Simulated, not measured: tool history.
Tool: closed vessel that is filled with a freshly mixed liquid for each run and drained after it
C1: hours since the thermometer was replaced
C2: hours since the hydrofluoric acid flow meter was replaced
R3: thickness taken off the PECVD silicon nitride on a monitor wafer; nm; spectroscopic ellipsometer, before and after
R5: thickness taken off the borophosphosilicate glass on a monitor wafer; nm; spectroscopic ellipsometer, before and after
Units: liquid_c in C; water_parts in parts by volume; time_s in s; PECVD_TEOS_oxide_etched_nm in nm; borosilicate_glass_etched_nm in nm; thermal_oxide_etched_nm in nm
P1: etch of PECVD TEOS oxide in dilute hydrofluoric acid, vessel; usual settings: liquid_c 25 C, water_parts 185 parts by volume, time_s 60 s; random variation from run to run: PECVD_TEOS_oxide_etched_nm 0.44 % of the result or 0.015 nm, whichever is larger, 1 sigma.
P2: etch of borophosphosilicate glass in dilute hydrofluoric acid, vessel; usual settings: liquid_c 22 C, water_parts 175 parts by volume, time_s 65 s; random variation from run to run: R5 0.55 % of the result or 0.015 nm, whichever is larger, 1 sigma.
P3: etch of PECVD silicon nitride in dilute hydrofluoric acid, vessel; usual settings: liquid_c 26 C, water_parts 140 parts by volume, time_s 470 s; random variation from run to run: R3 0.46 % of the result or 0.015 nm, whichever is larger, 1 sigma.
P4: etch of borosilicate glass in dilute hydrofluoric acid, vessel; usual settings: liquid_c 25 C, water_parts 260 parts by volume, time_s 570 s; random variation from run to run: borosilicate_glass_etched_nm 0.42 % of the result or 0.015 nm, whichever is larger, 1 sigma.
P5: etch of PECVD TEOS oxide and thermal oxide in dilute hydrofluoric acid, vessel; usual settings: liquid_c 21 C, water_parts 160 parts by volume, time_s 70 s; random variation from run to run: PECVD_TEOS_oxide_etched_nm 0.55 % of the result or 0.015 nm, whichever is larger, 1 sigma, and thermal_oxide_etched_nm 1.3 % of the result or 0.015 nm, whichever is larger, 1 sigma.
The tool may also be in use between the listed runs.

run 1 hour=12.8 | process=P1 liquid_c=25 water_parts=185 time_s=60 | C1=489.2 C2=656.6 | PECVD_TEOS_oxide_etched_nm=5.6212
run 2 hour=21.1 | process=P1 liquid_c=25 water_parts=185 time_s=60 | C1=497.5 C2=664.9 | PECVD_TEOS_oxide_etched_nm=5.6022
run 3 hour=32.8 | process=P1 liquid_c=25 water_parts=295 time_s=60 | C1=509.2 C2=676.6 | PECVD_TEOS_oxide_etched_nm=3.1625
run 4 hour=41.9 | process=P4 liquid_c=32 water_parts=260 time_s=570 | C1=518.3 C2=685.7 | borosilicate_glass_etched_nm=52.927
run 5 hour=59.2 | process=P3 liquid_c=26 water_parts=140 time_s=470 | C1=535.6 C2=703 | R3=18.661
run 6 hour=73.7 | process=P5 liquid_c=17 water_parts=160 time_s=70 | C1=550.1 C2=717.5 | PECVD_TEOS_oxide_etched_nm=4.0717 thermal_oxide_etched_nm=1.502
run 7 hour=85.8 | process=P5 liquid_c=21 water_parts=160 time_s=30 | C1=562.2 C2=729.6 | PECVD_TEOS_oxide_etched_nm=2.0492 thermal_oxide_etched_nm=0.76148
run 8 hour=93.9 | process=P2 liquid_c=22 water_parts=175 time_s=65 | C1=570.3 C2=737.7 | R5=10.745
run 9 hour=107.7 | process=P5 liquid_c=21 water_parts=160 time_s=70 | C1=584.1 C2=751.5 | PECVD_TEOS_oxide_etched_nm=4.7773 thermal_oxide_etched_nm=1.8111
run 10 hour=118 | process=P1 liquid_c=25 water_parts=185 time_s=60 | C1=594.4 C2=761.8 | PECVD_TEOS_oxide_etched_nm=5.562
run 11 hour=133.8 | process=P2 liquid_c=22 water_parts=295 time_s=65 | C1=610.2 C2=777.6 | R5=5.6187
run 12 hour=144.5 | process=P2 liquid_c=22 water_parts=175 time_s=105 | C1=620.9 C2=788.3 | R5=17.403
run 13 hour=153.3 | process=P3 liquid_c=26 water_parts=90 time_s=470 | C1=629.7 C2=797.1 | R3=28.991
run 14 hour=163.4 | process=P1 liquid_c=29.5 water_parts=185 time_s=60 | C1=639.8 C2=807.2 | PECVD_TEOS_oxide_etched_nm=6.4834
run 15 hour=172.5 | process=P3 liquid_c=26 water_parts=140 time_s=815 | C1=648.9 C2=816.3 | R3=32.35
run 16 hour=186.9 | process=P1 liquid_c=25 water_parts=185 time_s=60 | C1=663.3 C2=830.7 | PECVD_TEOS_oxide_etched_nm=5.5232
run 17 hour=195.8 | process=P4 liquid_c=25 water_parts=260 time_s=910 | C1=672.2 C2=839.6 | borosilicate_glass_etched_nm=66.301
run 18 hour=208.6 | process=P1 liquid_c=25 water_parts=185 time_s=60 | C1=685 C2=852.4 | PECVD_TEOS_oxide_etched_nm=5.616
run 19 hour=216.7 | process=P2 liquid_c=17 water_parts=175 time_s=65 | C1=693.1 C2=860.5 | R5=8.7985
run 20 hour=226.3 | process=P1 liquid_c=20.5 water_parts=245 time_s=60 | C1=702.7 C2=870.1 | PECVD_TEOS_oxide_etched_nm=3.3439
run 21 hour=241.8 | process=P1 liquid_c=25 water_parts=90 time_s=60 | C1=718.2 C2=885.6 | PECVD_TEOS_oxide_etched_nm=12.891
run 22 hour=251.9 | process=P1 liquid_c=25 water_parts=185 time_s=60 | C1=728.3 C2=895.7 | PECVD_TEOS_oxide_etched_nm=5.5978
run 23 hour=266.5 | process=P5 liquid_c=21 water_parts=230 time_s=70 | C1=742.9 C2=910.3 | PECVD_TEOS_oxide_etched_nm=3.1172 thermal_oxide_etched_nm=1.1325
run 24 hour=274.1 | process=P3 liquid_c=26 water_parts=140 time_s=470 | C1=750.5 C2=917.9 | R3=18.844
run 25 hour=289.9 | process=P1 liquid_c=25 water_parts=185 time_s=30 | C1=766.3 C2=933.7 | PECVD_TEOS_oxide_etched_nm=2.8089
run 26 hour=297.6 | process=P4 liquid_c=25 water_parts=260 time_s=570 | C1=774 C2=941.4 | borosilicate_glass_etched_nm=41.637
run 27 hour=310.5 | process=P4 liquid_c=25 water_parts=420 time_s=570 | C1=786.9 C2=954.3 | borosilicate_glass_etched_nm=22.047
run 28 hour=327.8 | process=P1 liquid_c=18 water_parts=185 time_s=60 | C1=804.2 C2=971.6 | PECVD_TEOS_oxide_etched_nm=4.256
run 29 hour=341.2 | process=P3 liquid_c=33.5 water_parts=140 time_s=470 | C1=817.6 C2=985 | R3=29.583
run 30 hour=351.7 | process=P1 liquid_c=25 water_parts=185 time_s=100 | C1=828.1 C2=995.5 | PECVD_TEOS_oxide_etched_nm=9.2893
run 31 hour=366.8 | process=P1 liquid_c=25 water_parts=185 time_s=60 | C1=843.2 C2=1010.6 | PECVD_TEOS_oxide_etched_nm=5.6035
run 32 hour=381.1 | process=P1 liquid_c=25 water_parts=185 time_s=60 | C1=857.5 C2=1024.9 | PECVD_TEOS_oxide_etched_nm=5.7526
run 33 hour=398.4 | process=P1 liquid_c=25 water_parts=185 time_s=60 | C1=874.8 C2=1042.2 | PECVD_TEOS_oxide_etched_nm=5.8547
run 34 hour=409.2 | process=P1 liquid_c=25 water_parts=185 time_s=60 | C1=885.6 C2=1053 | PECVD_TEOS_oxide_etched_nm=5.9085
run 35 hour=426.7 | process=P1 liquid_c=25 water_parts=185 time_s=60 | C1=903.1 C2=1070.5 | PECVD_TEOS_oxide_etched_nm=5.9113
run 36 hour=435 | process=P1 liquid_c=25 water_parts=185 time_s=60 | C1=911.4 C2=1078.8 | PECVD_TEOS_oxide_etched_nm=6.0184
run 37 hour=449.9 | process=P1 liquid_c=25 water_parts=185 time_s=60 | C1=926.3 C2=1093.7 | PECVD_TEOS_oxide_etched_nm=5.9793
run 38 hour=465.7 | process=P1 liquid_c=25 water_parts=185 time_s=60 | C1=942.1 C2=1109.5 | PECVD_TEOS_oxide_etched_nm=5.9669
run 39 hour=481.2 | process=P1 liquid_c=25 water_parts=185 time_s=60 | C1=957.6 C2=1125 | PECVD_TEOS_oxide_etched_nm=5.9747

What P1 gives has crept away from where it was. These 2 causes fit the log equally well, each at the size given:
A: hydrofluoric acid flow above the setpoint (%) = 6.07
B: liquid hotter than its thermometer reads (K) = 1.94
The creep began at about hour 366.8.

4 check runs are offered, one wafer each, their results left as question marks. Which one tells the causes apart?
run check 1 hour=496.7 | process=P5 liquid_c=21 water_parts=160 time_s=70 | PECVD_TEOS_oxide_etched_nm=? thermal_oxide_etched_nm=?
run check 2 hour=496.7 | process=P3 liquid_c=26 water_parts=140 time_s=470 | R3=?
run check 3 hour=496.7 | process=P2 liquid_c=22 water_parts=175 time_s=65 | R5=?
run check 4 hour=496.7 | process=P4 liquid_c=25 water_parts=260 time_s=570 | borosilicate_glass_etched_nm=?

What each check would give under each cause:
check=check_1 result=PECVD_TEOS_oxide_etched_nm if_A=5.084 if_B=5.1174
check=check_1 result=thermal_oxide_etched_nm if_A=1.9133 if_B=1.9259
check=check_2 result=R3 if_A=19.862 if_B=21.17
check=check_3 result=R5 if_A=11.504 if_B=11.552
check=check_4 result=borosilicate_glass_etched_nm if_A=44.904 if_B=44.59
How far apart the two closest causes lie, in the result that separates them most: check 1 0.66 %; check 2 6.38 %; check 3 0.42 %; check 4 0.7 %
Only check 2 tells the causes apart: in the others they would give nearly the same result.

Then check 2 was run and gave: R3 21.217 nm. Which cause is it?

It is B: liquid hotter than its thermometer reads (K).
